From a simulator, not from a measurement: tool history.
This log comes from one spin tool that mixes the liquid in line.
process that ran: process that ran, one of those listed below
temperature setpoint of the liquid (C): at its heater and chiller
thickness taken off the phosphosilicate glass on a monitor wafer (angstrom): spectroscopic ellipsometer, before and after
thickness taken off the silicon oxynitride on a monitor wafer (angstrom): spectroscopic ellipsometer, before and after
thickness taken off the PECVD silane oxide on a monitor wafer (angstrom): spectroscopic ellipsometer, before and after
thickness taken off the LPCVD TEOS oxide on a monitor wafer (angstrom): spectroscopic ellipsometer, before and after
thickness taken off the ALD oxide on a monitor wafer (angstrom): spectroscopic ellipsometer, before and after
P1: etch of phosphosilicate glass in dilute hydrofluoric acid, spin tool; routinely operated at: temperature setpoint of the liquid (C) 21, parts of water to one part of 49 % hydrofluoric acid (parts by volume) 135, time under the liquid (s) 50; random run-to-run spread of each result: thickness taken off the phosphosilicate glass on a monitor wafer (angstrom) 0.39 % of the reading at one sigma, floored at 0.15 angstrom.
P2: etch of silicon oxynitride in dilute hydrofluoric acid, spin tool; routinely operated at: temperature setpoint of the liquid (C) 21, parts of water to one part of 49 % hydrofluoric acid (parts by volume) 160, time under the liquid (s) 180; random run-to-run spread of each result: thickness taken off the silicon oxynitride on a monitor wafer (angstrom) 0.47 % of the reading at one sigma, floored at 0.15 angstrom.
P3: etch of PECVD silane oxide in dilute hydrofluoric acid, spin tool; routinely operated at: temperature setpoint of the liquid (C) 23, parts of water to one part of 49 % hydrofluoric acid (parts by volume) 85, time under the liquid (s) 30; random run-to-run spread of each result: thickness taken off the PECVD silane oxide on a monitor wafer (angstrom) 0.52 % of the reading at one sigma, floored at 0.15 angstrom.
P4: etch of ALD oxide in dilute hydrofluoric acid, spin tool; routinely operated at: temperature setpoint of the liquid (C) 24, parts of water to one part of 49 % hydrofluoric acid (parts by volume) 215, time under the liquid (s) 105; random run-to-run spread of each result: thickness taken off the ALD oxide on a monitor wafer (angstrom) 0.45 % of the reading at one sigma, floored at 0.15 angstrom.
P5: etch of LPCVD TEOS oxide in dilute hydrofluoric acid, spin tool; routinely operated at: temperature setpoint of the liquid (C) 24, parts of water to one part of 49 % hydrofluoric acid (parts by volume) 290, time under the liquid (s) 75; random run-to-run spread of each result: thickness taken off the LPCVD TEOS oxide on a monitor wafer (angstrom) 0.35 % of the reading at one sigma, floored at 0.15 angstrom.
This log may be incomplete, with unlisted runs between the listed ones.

run	hour	process that ran	temperature setpoint of the liquid (C)	parts of water to one part of 49 % hydrofluoric acid (parts by volume)	time under the liquid (s)	hours since the thermometer was replaced	hours since the hydrofluoric acid flow meter was replaced	thickness taken off the phosphosilicate glass on a monitor wafer (angstrom)	thickness taken off the silicon oxynitride on a monitor wafer (angstrom)	thickness taken off the PECVD silane oxide on a monitor wafer (angstrom)	thickness taken off the LPCVD TEOS oxide on a monitor wafer (angstrom)	thickness taken off the ALD oxide on a monitor wafer (angstrom)
1	5.6	P1	21	135	50	707.9	391.8	267.06				
2	13.5	P1	21	135	75	715.8	399.7	399.37				
3	20.1	P1	17	135	85	722.4	406.3	384.46				
4	29.5	P2	21	285	180	731.8	415.7		23.067			
5	34.3	P1	17	135	50	736.6	420.5	226.74				
6	44.9	P3	23	85	60	747.2	431.1			205.3		
7	50.7	P1	21	55	50	753	436.9	709.14				
8	60	P5	24	290	75	762.3	446.2				87.61	
9	65.4	P4	24	215	15	767.7	451.6					20.656
10	71.1	P1	21	135	50	773.4	457.3	265.25				
11	76.9	P4	28	215	105	779.2	463.1					166
12	84.8	P5	24	290	30	787.1	471				35.076	
13	94	P3	23	85	30	796.3	480.2			102.39		
14	101.8	P3	23	140	30	804.1	488			57.637		
15	109.2	P1	21	40	30	811.5	495.4	602.44				
16	117.2	P2	21	160	20	819.5	503.4		5.0948			
17	122.1	P2	21	160	180	824.4	508.3		44.787			
18	129.3	P4	24	110	105	831.6	515.5					318.57
19	137.2	P4	24	215	105	839.5	523.4					144.12
20	146.9	P5	24	470	75	849.2	533.1				46.357	
21	156.6	P3	23	85	30	858.9	542.8			101.54		
22	161.3	P1	27.5	135	50	863.6	547.5	340.69				
23	168.7	P1	21	210	50	871	554.9	158.46				
24	176.2	P3	31	85	30	878.5	562.4			140.93		
25	185.9	P5	24	290	75	888.2	572.1				88.352	
26	194.8	P1	21	135	50	897.1	581	265.63				
27	202.9	P1	21	135	50	905.2	589.1	265.4				
28	212.2	P1	21	135	15	914.5	598.4	80.098				
29	219.6	P1	29	135	15	921.9	605.8	107.75				
30	230	P5	32	290	75	932.3	616.2				114.82	
31	235.7	P2	17	160	180	938	621.9		36.409			

Run 32 comes next. What will it give?
32	241	P1	21	135	50	943.3	627.2	?				

Run 32 gave thickness taken off the phosphosilicate glass on a monitor wafer (angstrom) 267.58.
